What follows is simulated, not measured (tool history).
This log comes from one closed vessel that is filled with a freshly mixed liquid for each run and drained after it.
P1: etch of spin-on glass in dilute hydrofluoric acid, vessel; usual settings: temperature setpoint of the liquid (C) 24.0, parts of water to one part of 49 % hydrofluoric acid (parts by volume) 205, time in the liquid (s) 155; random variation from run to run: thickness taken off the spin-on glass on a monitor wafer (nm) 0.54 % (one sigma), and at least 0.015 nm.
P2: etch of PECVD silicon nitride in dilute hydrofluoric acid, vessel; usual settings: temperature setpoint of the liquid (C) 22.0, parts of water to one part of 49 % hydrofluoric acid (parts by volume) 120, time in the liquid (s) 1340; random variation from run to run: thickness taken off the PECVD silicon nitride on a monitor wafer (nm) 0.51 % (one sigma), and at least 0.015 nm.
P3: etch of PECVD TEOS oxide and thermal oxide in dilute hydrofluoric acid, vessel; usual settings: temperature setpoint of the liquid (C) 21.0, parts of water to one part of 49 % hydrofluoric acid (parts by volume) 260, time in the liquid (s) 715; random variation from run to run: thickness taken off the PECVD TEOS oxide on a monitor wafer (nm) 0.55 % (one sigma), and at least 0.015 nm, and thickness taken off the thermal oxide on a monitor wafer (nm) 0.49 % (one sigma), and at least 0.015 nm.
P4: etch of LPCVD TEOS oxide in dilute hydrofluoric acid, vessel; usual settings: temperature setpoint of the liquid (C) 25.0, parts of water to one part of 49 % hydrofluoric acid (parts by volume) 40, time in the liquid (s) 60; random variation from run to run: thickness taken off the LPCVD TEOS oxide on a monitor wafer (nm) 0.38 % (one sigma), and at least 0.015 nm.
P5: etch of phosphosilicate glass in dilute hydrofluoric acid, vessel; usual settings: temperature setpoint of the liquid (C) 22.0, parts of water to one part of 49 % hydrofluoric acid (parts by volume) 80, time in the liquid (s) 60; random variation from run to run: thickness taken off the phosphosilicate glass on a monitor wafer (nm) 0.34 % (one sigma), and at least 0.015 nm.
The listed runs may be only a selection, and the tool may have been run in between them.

run,hour,process that ran,temperature setpoint of the liquid (C),parts of water to one part of 49 % hydrofluoric acid (parts by volume),time in the liquid (s),hours since the thermometer was replaced,hours since the hydrofluoric acid flow meter was replaced,thickness taken off the spin-on glass on a monitor wafer (nm),thickness taken off the PECVD silicon nitride on a monitor wafer (nm),thickness taken off the LPCVD TEOS oxide on a monitor wafer (nm),thickness taken off the phosphosilicate glass on a monitor wafer (nm),thickness taken off the PECVD TEOS oxide on a monitor wafer (nm),thickness taken off the thermal oxide on a monitor wafer (nm)
1,3.8,P1,24.0,205,155,1002.6,988.5,19.4070,,,,,
2,7.4,P2,22.0,120,2485,1006.2,992.1,,29.958,,,,
3,10.5,P4,25.0,40,30,1009.3,995.2,,,23.062,,,
4,15.9,P1,24.0,205,30,1014.7,1000.6,3.7312,,,,,
5,18.4,P1,24.0,330,155,1017.2,1003.1,10.6380,,,,,
6,23.9,P5,22.0,80,60,1022.7,1008.6,,,,97.400,,
7,28.2,P1,24.0,205,155,1027.0,1012.9,19.4710,,,,,
8,31.9,P3,21.0,45,715,1030.7,1016.6,,,,,429.910,67.9150
9,36.3,P1,24.0,205,155,1035.1,1021.0,19.2820,,,,,
10,41.2,P1,24.0,205,295,1040.0,1025.9,36.5240,,,,,
11,45.2,P1,19.0,205,265,1044.0,1029.9,27.2010,,,,,
12,48.7,P1,30.5,205,155,1047.5,1033.4,24.5690,,,,,
13,54.4,P1,24.0,205,155,1053.2,1039.1,19.3280,,,,,
14,58.9,P1,18.5,205,155,1057.7,1043.6,15.7700,,,,,
15,63.4,P4,25.0,40,60,1062.2,1048.1,,,46.388,,,
16,66.0,P4,25.0,75,60,1064.8,1050.7,,,23.539,,,
17,69.8,P3,21.0,260,715,1068.6,1054.5,,,,,59.061,9.2911
18,73.1,P5,29.5,80,60,1071.9,1057.8,,,,130.520,,
19,76.7,P3,21.0,260,365,1075.5,1061.4,,,,,30.022,4.7538
20,80.8,P1,24.0,205,155,1079.6,1065.5,19.5440,,,,,
21,85.8,P5,22.0,80,60,1084.6,1070.5,,,,97.414,,
22,90.8,P2,22.0,175,1340,1089.6,1075.5,,11.135,,,,
23,94.5,P5,22.0,80,30,1093.3,1079.2,,,,48.627,,
# hour 95.6: thermometer replaced
24,98.8,P1,24.0,70,45,3.2,1083.5,19.1970,,,,,
25,103.2,P1,24.0,205,155,7.6,1087.9,19.2680,,,,,
26,105.8,P5,22.0,30,60,10.2,1090.5,,,,276.710,,
27,111.2,P1,24.0,60,155,15.6,1095.9,78.0640,,,,,
28,114.8,P4,29.5,40,60,19.2,1099.5,,,55.363,,,
29,117.7,P2,17.0,120,1340,22.1,1102.4,,11.528,,,,
30,121.0,P3,25.0,260,715,25.4,1105.7,,,,,68.059,10.7590
31,123.5,P2,22.0,120,1340,27.9,1108.2,,16.067,,,,
32,127.1,P1,17.0,205,75,31.5,1111.8,7.2021,,,,,
33,132.6,P1,24.0,205,155,37.0,1117.3,19.2900,,,,,
34,135.7,P1,24.0,205,155,40.1,1120.4,19.8490,,,,,
35,139.8,P1,24.0,205,155,44.2,1124.5,20.1810,,,,,
36,143.5,P1,24.0,205,155,47.9,1128.2,19.9820,,,,,
37,148.5,P1,24.0,205,155,52.9,1133.2,20.2960,,,,,
38,151.3,P1,24.0,205,155,55.7,1136.0,20.4100,,,,,
39,156.2,P1,24.0,205,155,60.6,1140.9,20.6560,,,,,
40,160.3,P1,24.0,205,155,64.7,1145.0,20.4810,,,,,
41,162.8,P1,24.0,205,155,67.2,1147.5,20.4460,,,,,

P1 has crept away from where it was. The log is fitted equally well by each of these 2 causes, at the sizes shown:
A: hydrofluoric acid flow above the setpoint (%) = 4.7
B: liquid hotter than its thermometer reads (K) = 1.53
Creep in the process output first set in at about hour 132.6.

Each of the 4 check runs below uses one wafer; its results are left as question marks. Which run tells the causes apart?
check 1,165.3,P2,17.5,120,1340,,,,?,,,,
check 2,165.3,P4,28.0,70,60,,,,,?,,,
check 3,165.3,P5,28.5,80,35,,,,,,?,,
check 4,165.3,P3,21.0,135,370,,,,,,,?,?

How each check would come out, cause by cause:
check,result,if A,if B
check 1,thickness taken off the PECVD silicon nitride on a monitor wafer (nm),12.399,13.171
check 2,thickness taken off the LPCVD TEOS oxide on a monitor wafer (nm),30.055,30.332
check 3,thickness taken off the phosphosilicate glass on a monitor wafer (nm),77.238,77.841
check 4,thickness taken off the PECVD TEOS oxide on a monitor wafer (nm),69.988,70.541
check 4,thickness taken off the thermal oxide on a monitor wafer (nm),11.0680,11.1550
Gap, in per cent, between the two causes that each check separates least, read from the result that separates them most: check 1 6.04 %; check 2 0.92 %; check 3 0.78 %; check 4 0.79 %
Of the check runs offered, only check 1 discriminates between the causes; the rest would read about the same regardless of which cause applies.

With check 1 done, the readings were: thickness taken off the PECVD silicon nitride on a monitor wafer (nm) 12.394. Identify which of the listed causes applies.

It is A: hydrofluoric acid flow above the setpoint (%).
